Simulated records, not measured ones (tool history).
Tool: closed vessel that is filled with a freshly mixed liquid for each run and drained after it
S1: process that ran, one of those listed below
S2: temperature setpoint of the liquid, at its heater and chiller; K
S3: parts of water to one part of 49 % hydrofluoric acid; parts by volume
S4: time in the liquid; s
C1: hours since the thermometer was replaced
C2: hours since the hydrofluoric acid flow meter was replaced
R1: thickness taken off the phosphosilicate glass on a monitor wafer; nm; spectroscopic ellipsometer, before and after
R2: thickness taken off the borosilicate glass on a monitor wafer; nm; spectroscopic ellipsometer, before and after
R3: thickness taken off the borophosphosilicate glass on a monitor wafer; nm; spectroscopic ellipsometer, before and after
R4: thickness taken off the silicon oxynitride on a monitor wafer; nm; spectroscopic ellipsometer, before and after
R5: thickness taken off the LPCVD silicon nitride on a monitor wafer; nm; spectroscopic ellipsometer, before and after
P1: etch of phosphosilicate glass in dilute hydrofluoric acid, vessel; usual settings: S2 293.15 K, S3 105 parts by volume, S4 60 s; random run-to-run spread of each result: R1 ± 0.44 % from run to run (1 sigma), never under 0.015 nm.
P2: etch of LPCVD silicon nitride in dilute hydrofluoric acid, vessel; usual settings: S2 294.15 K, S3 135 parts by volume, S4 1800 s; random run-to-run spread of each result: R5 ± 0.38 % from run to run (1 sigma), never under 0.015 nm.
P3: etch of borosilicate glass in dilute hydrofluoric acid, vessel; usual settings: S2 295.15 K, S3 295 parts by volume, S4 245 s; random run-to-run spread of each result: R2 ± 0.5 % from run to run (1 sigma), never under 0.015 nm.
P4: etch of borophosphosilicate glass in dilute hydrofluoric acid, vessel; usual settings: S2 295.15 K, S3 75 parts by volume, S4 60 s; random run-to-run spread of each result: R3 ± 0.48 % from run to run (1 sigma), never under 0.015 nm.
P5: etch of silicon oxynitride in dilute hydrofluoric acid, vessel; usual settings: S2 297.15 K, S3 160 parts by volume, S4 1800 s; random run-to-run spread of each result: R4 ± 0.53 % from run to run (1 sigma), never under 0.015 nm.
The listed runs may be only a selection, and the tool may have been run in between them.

| run | hour | S1 | S2 | S3 | S4 | C1 | C2 | R1 | R2 | R3 | R4 | R5 |
|---|---|---|---|---|---|---|---|---|---|---|---|---|
| 1 | 10.6 | P1 | 293.15 | 105 | 60 | 377.7 | 330.7 | 30.908 |  |  |  |  |
| 2 | 18.1 | P1 | 293.15 | 175 | 60 | 385.2 | 338.2 | 17.275 |  |  |  |  |
| 3 | 30.1 | P3 | 295.15 | 90 | 245 | 397.2 | 350.2 |  | 100.17 |  |  |  |
| 4 | 41.3 | P1 | 290.15 | 105 | 60 | 408.4 | 361.4 | 27.297 |  |  |  |  |
| 5 | 49.7 | P3 | 295.15 | 295 | 40 | 416.8 | 369.8 |  | 4.0202 |  |  |  |
| 6 | 59.8 | P1 | 293.15 | 30 | 60 | 426.9 | 379.9 | 117.33 |  |  |  |  |
| 7 | 66.6 | P4 | 295.15 | 75 | 60 | 433.7 | 386.7 |  |  | 50.48 |  |  |
| 8 | 77.9 | P5 | 292.15 | 160 | 1800 | 445 | 398 |  |  |  | 20.846 |  |
| 9 | 83.6 | P1 | 293.15 | 105 | 60 | 450.7 | 403.7 | 30.678 |  |  |  |  |
| 10 | 92.7 | P4 | 295.15 | 75 | 30 | 459.8 | 412.8 |  |  | 25.249 |  |  |
| 11 | 100.5 | P1 | 300.65 | 105 | 60 | 467.6 | 420.6 | 41.55 |  |  |  |  |
| 12 | 107.6 | P2 | 294.15 | 135 | 1800 | 474.7 | 427.7 |  |  |  |  | 6.0427 |
| 13 | 116.8 | P1 | 293.15 | 105 | 115 | 483.9 | 436.9 | 59.374 |  |  |  |  |
| 14 | 128.1 | P1 | 293.15 | 105 | 60 | 495.2 | 448.2 | 30.854 |  |  |  |  |
| 15 | 133.8 | P3 | 290.15 | 295 | 245 | 500.9 | 453.9 |  | 20.44 |  |  |  |
| 16 | 145.2 | P2 | 294.15 | 135 | 250 | 512.3 | 465.3 |  |  |  |  | 0.816 |
|  | 156 | thermometer replaced |
| 17 | 157.1 | P1 | 290.15 | 105 | 95 | 1.1 | 477.2 | 43.231 |  |  |  |  |
| 18 | 162.8 | P3 | 295.15 | 295 | 245 | 6.8 | 482.9 |  | 24.679 |  |  |  |
| 19 | 173.7 | P1 | 293.15 | 50 | 105 | 17.7 | 493.8 | 121.37 |  |  |  |  |
| 20 | 181.8 | P5 | 297.15 | 160 | 1800 | 25.8 | 501.9 |  |  |  | 26.441 |  |
| 21 | 192.4 | P4 | 295.15 | 75 | 60 | 36.4 | 512.5 |  |  | 49.846 |  |  |
| 22 | 202 | P1 | 293.15 | 105 | 60 | 46 | 522.1 | 30.774 |  |  |  |  |
| 23 | 208.3 | P5 | 297.15 | 160 | 2725 | 52.3 | 528.4 |  |  |  | 39.879 |  |
| 24 | 215 | P1 | 290.15 | 180 | 60 | 59 | 535.1 | 14.74 |  |  |  |  |
| 25 | 220.8 | P1 | 293.15 | 105 | 30 | 64.8 | 540.9 | 15.384 |  |  |  |  |
| 26 | 227.9 | P2 | 290.15 | 135 | 1800 | 71.9 | 548 |  |  |  |  | 4.5725 |
| 27 | 236.1 | P2 | 294.15 | 250 | 1800 | 80.1 | 556.2 |  |  |  |  | 3.2503 |
| 28 | 243.2 | P5 | 297.15 | 230 | 1800 | 87.2 | 563.3 |  |  |  | 17.464 |  |
| 29 | 250.4 | P4 | 295.15 | 20 | 60 | 94.4 | 570.5 |  |  | 202.36 |  |  |
| 30 | 258.4 | P4 | 291.15 | 75 | 60 | 102.4 | 578.5 |  |  | 42.599 |  |  |
| 31 | 263.9 | P2 | 294.15 | 135 | 1800 | 107.9 | 584 |  |  |  |  | 6.0085 |
| 32 | 269.9 | P1 | 293.15 | 105 | 60 | 113.9 | 590 | 30.682 |  |  |  |  |
| 33 | 280.7 | P1 | 293.15 | 105 | 60 | 124.7 | 600.8 | 31.742 |  |  |  |  |
| 34 | 289.7 | P1 | 293.15 | 105 | 60 | 133.7 | 609.8 | 32.308 |  |  |  |  |
| 35 | 295.4 | P1 | 293.15 | 105 | 60 | 139.4 | 615.5 | 32.382 |  |  |  |  |
| 36 | 303.4 | P1 | 293.15 | 105 | 60 | 147.4 | 623.5 | 32.692 |  |  |  |  |
| 37 | 308.9 | P1 | 293.15 | 105 | 60 | 152.9 | 629 | 32.693 |  |  |  |  |
| 38 | 317.2 | P1 | 293.15 | 105 | 60 | 161.2 | 637.3 | 32.656 |  |  |  |  |
| 39 | 323.2 | P1 | 293.15 | 105 | 60 | 167.2 | 643.3 | 32.67 |  |  |  |  |
| 40 | 333.9 | P1 | 293.15 | 105 | 60 | 177.9 | 654 | 32.65 |  |  |  |  |

Something has made what P1 gives creep away from where it was; the 2 causes below, each at its own stated size, fit the log equally well:
A: liquid hotter than its thermometer reads (K) = 1.5
B: hydrofluoric acid flow above the setpoint (%) = 5.63
Onset of the creep was near hour 269.9.

Which of the 4 check runs listed below, each an average over 5 wafers with its results shown as question marks, gives clearly different results under the different listed causes?
| check 1 | 344.6 | P5 | 297.15 | 220 | 1800 |  |  |  |  |  | ? |  |
| check 2 | 344.6 | P3 | 290.15 | 175 | 245 |  |  |  | ? |  |  |  |
| check 3 | 344.6 | P2 | 294.15 | 245 | 590 |  |  |  |  |  |  | ? |
| check 4 | 344.6 | P4 | 291.65 | 75 | 30 |  |  |  |  | ? |  |  |

What each check would give under each cause:
| check | result | if A | if B |
|---|---|---|---|
| check 1 | R4 | 19.625 | 19.582 |
| check 2 | R2 | 40.695 | 40.836 |
| check 3 | R5 | 1.2105 | 1.1608 |
| check 4 | R3 | 23.077 | 22.991 |
How far apart the two closest causes lie, in the result that separates them most: check 1 0.22 %; check 2 0.34 %; check 3 4.2 %; check 4 0.37 %
Only check 3 tells the causes apart: in the others they would give nearly the same result.

With check 3 done, the readings were: R5 1.2087 nm. Identify which of the listed causes applies.

It was cause A: liquid hotter than its thermometer reads (K).

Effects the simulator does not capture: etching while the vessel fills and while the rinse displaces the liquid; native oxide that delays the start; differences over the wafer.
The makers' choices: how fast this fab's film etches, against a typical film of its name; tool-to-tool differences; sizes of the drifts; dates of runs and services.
